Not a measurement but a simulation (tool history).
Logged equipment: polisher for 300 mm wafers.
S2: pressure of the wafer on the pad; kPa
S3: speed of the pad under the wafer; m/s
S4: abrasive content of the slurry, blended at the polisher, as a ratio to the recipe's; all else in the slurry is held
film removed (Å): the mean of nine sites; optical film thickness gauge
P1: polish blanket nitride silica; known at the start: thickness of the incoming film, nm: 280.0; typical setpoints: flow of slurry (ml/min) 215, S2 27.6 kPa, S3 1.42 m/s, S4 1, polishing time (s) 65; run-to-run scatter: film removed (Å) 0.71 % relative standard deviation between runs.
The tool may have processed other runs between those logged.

run 1 hour=11.4 | flow_of_slurry_(ml/min)=215 S2=27.6 S3=1.42 S4=1 polishing_time_(s)=65 | film_removed_(Å)=620.69
run 2 hour=21.2 | flow_of_slurry_(ml/min)=330 S2=27.6 S3=1.42 S4=1 polishing_time_(s)=65 | film_removed_(Å)=643.41
run 3 hour=27.4 | flow_of_slurry_(ml/min)=215 S2=27.6 S3=1.42 S4=1 polishing_time_(s)=65 | film_removed_(Å)=623.4
run 4 hour=37.6 | flow_of_slurry_(ml/min)=215 S2=40 S3=1.42 S4=1 polishing_time_(s)=65 | film_removed_(Å)=881.43
run 5 hour=43.2 | flow_of_slurry_(ml/min)=215 S2=27.6 S3=1.42 S4=1 polishing_time_(s)=95 | film_removed_(Å)=900.54
run 6 hour=49.5 | flow_of_slurry_(ml/min)=215 S2=13.1 S3=1.42 S4=1 polishing_time_(s)=65 | film_removed_(Å)=294.73
run 7 hour=60.6 | flow_of_slurry_(ml/min)=215 S2=19.3 S3=0.86 S4=1 polishing_time_(s)=65 | film_removed_(Å)=288.5
run 8 hour=69.7 | flow_of_slurry_(ml/min)=215 S2=27.6 S3=1.42 S4=1.4 polishing_time_(s)=65 | film_removed_(Å)=709.54
run 9 hour=82 | flow_of_slurry_(ml/min)=215 S2=27.6 S3=1.42 S4=1 polishing_time_(s)=65 | film_removed_(Å)=612.64
run 10 hour=92.8 | flow_of_slurry_(ml/min)=215 S2=27.6 S3=1.42 S4=0.55 polishing_time_(s)=65 | film_removed_(Å)=449.45
run 11 hour=99.7 | flow_of_slurry_(ml/min)=215 S2=27.6 S3=1.42 S4=1 polishing_time_(s)=65 | film_removed_(Å)=619.03
run 12 hour=109 | flow_of_slurry_(ml/min)=215 S2=27.6 S3=1.42 S4=1 polishing_time_(s)=47 | film_removed_(Å)=449.39
run 13 hour=120.9 | flow_of_slurry_(ml/min)=130 S2=27.6 S3=1.42 S4=1 polishing_time_(s)=65 | film_removed_(Å)=577.18
run 14 hour=130 | flow_of_slurry_(ml/min)=215 S2=27.6 S3=1.42 S4=1 polishing_time_(s)=65 | film_removed_(Å)=618.58
run 15 hour=140.7 | flow_of_slurry_(ml/min)=215 S2=27.6 S3=0.7 S4=1 polishing_time_(s)=65 | film_removed_(Å)=347.35
run 16 hour=151.1 | flow_of_slurry_(ml/min)=215 S2=27.6 S3=2.18 S4=1 polishing_time_(s)=65 | film_removed_(Å)=873.53
run 17 hour=163.2 | flow_of_slurry_(ml/min)=215 S2=27.6 S3=1.42 S4=1 polishing_time_(s)=65 | film_removed_(Å)=614.34
run 18 hour=171 | flow_of_slurry_(ml/min)=215 S2=27.6 S3=1.42 S4=1 polishing_time_(s)=65 | film_removed_(Å)=580.58
run 19 hour=178.8 | flow_of_slurry_(ml/min)=215 S2=27.6 S3=1.42 S4=1 polishing_time_(s)=65 | film_removed_(Å)=570.91
run 20 hour=188.8 | flow_of_slurry_(ml/min)=215 S2=27.6 S3=1.42 S4=1 polishing_time_(s)=65 | film_removed_(Å)=558.25
-- hour=194.9 slurry nozzle cleaned
-- hour=195.2 head pressure recalibrated
run 21 hour=197.4 | flow_of_slurry_(ml/min)=215 S2=27.6 S3=1.42 S4=1 polishing_time_(s)=65 | film_removed_(Å)=544.83
-- hour=199 conditioning disc replaced and pad reconditioned
run 22 hour=209.9 | flow_of_slurry_(ml/min)=215 S2=27.6 S3=1.42 S4=1 polishing_time_(s)=65 | film_removed_(Å)=540.61
run 23 hour=216.8 | flow_of_slurry_(ml/min)=215 S2=27.6 S3=1.42 S4=1 polishing_time_(s)=65 | film_removed_(Å)=541.46

What P1 gives has crept off from where it sat before. The 2 causes that follow fit the log equally well, each at the size noted:
A: removal rate lost through wear of the pad, % = 12.5
B: abrasive missing from the slurry, % = 23.9
The gradual shift began around hour 163.2.
Every other cause this tool's parts could produce, and why it does not fit the log:
slurry flow missing at the pad, %: serviced at hour 194.9, which brought nothing back
head's pressure below its setpoint, %: serviced at hour 195.2, which brought nothing back
time polished since the conditioner stopped cutting, s: serviced at hour 199, which brought nothing back

4 check runs are offered, each on 3 wafers whose results are averaged, their results left as question marks. Which one tells the causes apart?
run check 1 hour=223.7 | flow_of_slurry_(ml/min)=215 S2=37.9 S3=1.42 S4=1 polishing_time_(s)=65 | film_removed_(Å)=?
run check 2 hour=223.7 | flow_of_slurry_(ml/min)=315 S2=27.6 S3=0.82 S4=1 polishing_time_(s)=65 | film_removed_(Å)=?
run check 3 hour=223.7 | flow_of_slurry_(ml/min)=295 S2=27.6 S3=2.16 S4=1 polishing_time_(s)=65 | film_removed_(Å)=?
run check 4 hour=223.7 | flow_of_slurry_(ml/min)=215 S2=27.6 S3=1.42 S4=0.65 polishing_time_(s)=94 | film_removed_(Å)=?

Check results expected under each cause:
check=check_1 result=film_removed_(Å) if_A=742.52 if_B=742.59
check=check_2 result=film_removed_(Å) if_A=362.08 if_B=362.11
check=check_3 result=film_removed_(Å) if_A=781.25 if_B=781.32
check=check_4 result=film_removed_(Å) if_A=627.39 if_B=609.48
Smallest distance between any two causes, each pair judged by its most separating result, in per cent: check 1 0.01 %; check 2 0.01 %; check 3 0.01 %; check 4 2.9 %
The other checks would show nearly matching results whichever cause is true, so check 4 is the only one that separates the causes.

Then check 4 was run and gave: film removed (Å) 611.56. Which cause is it?

The correct cause is B, namely: abrasive missing from the slurry, %.
